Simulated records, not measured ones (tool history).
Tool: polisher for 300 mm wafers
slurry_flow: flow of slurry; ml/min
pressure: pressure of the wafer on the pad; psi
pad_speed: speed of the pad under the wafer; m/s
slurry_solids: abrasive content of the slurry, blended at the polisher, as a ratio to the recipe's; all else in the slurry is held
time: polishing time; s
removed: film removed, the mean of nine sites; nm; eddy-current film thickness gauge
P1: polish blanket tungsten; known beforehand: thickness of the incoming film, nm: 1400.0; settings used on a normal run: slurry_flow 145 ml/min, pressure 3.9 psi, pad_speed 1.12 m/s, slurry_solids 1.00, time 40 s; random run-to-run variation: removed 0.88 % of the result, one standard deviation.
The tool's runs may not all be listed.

run	hour	slurry_flow	pressure	pad_speed	slurry_solids	time	removed
1	8.3	145	3.9	1.12	1.00	40	220.380
2	14.2	145	3.9	1.12	1.00	40	221.030
3	22.1	145	3.9	1.12	1.00	40	216.590
4	30.0	145	3.9	1.12	1.00	18	96.061
5	33.9	145	3.9	1.12	0.70	40	198.020
6	40.9	145	2.1	1.12	1.00	40	116.050
7	49.2	145	3.9	1.12	1.00	40	213.010
8	53.7	145	3.9	1.12	1.00	40	217.790
9	60.7	145	3.9	1.12	1.35	40	238.050
10	64.5	145	2.7	0.80	1.00	40	107.780
11	70.0	145	5.8	1.12	1.00	40	325.330
12	76.3	145	3.9	1.12	1.00	62	329.510
# hour 80.4: head pressure recalibrated
13	84.0	145	4.8	1.12	1.00	49	325.410
14	88.7	225	3.9	1.12	1.00	40	234.360
15	94.7	145	3.9	0.50	1.00	40	97.700
16	101.4	145	3.9	1.12	1.00	40	215.830
17	105.7	100	3.9	1.12	1.00	40	200.860
18	113.7	145	3.9	1.64	1.00	40	322.080
19	119.4	145	3.9	1.12	1.00	40	217.130
20	123.8	145	3.9	1.12	1.00	40	212.450
21	129.6	145	3.9	1.12	1.00	40	208.400
22	137.4	145	3.9	1.12	1.00	40	204.560
23	144.7	145	3.9	1.12	1.00	40	200.410

The next listed run, before its measurement:
# hour 146.5: slurry tank refilled with fresh slurry and peroxide
24	153.0	145	3.9	1.12	1.00	40	?

{"run 24": {"removed": 196.86}}

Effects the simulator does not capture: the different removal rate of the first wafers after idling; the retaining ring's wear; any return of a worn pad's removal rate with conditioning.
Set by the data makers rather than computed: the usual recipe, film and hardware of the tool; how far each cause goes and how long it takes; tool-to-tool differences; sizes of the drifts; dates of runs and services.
